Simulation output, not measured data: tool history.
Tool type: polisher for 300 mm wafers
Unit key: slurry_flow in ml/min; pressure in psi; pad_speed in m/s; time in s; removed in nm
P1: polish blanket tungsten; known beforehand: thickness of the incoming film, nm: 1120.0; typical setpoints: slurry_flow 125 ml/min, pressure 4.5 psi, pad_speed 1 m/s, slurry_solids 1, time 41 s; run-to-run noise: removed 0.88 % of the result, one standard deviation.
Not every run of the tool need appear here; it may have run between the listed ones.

run,hour,slurry_flow,pressure,pad_speed,slurry_solids,time,wafers polished on this pad,hours since the slurry nozzle was cleaned,hours since the head pressure was calibrated,hours since the slurry blender was calibrated,hours since the slurry got fresh peroxide,removed
1,8.2,125,4.5,1,1,41,333,557.5,654.9,80.6,26.6,259.21
2,18,125,6.7,1,1,41,453,567.3,664.7,90.4,36.4,382.34
3,32.4,125,4.5,1.48,1,62,629,581.7,679.1,104.8,50.8,579.54
4,43.5,75,4.5,1,1,41,764,592.8,690.2,115.9,61.9,230.03
5,52.5,125,4.5,1.26,1,41,874,601.8,699.2,124.9,70.9,326.65
6,63,125,4.5,1,1,41,1002,612.3,709.7,135.4,81.4,256.77
7,72.6,125,4.5,1,1,58,1119,621.9,719.3,145,91,363.74
# hour 77.9: slurry nozzle cleaned
8,87.3,125,4.5,0.48,1,31,1299,9.4,734,159.7,105.7,93.523
9,95.6,125,2.2,1,1,41,1400,17.7,742.3,168,114,127.6
10,109.7,125,4.5,1,1,23,1572,31.8,756.4,182.1,128.1,145.13
11,124,190,4.5,1,1,41,1747,46.1,770.7,196.4,142.4,278.4
12,138.2,125,4.5,1,1,41,1920,60.3,784.9,210.6,156.6,255.47
13,153.3,125,4.5,0.58,1,41,2104,75.4,800,225.7,171.7,149.98
14,164.8,125,4.5,1,1,41,2244,86.9,811.5,237.2,183.2,257.69

The next listed run, before its measurement:
15,172.8,125,4.5,1,1.5,41,2342,94.9,819.5,245.2,191.2,?

removed: 285.87 nm

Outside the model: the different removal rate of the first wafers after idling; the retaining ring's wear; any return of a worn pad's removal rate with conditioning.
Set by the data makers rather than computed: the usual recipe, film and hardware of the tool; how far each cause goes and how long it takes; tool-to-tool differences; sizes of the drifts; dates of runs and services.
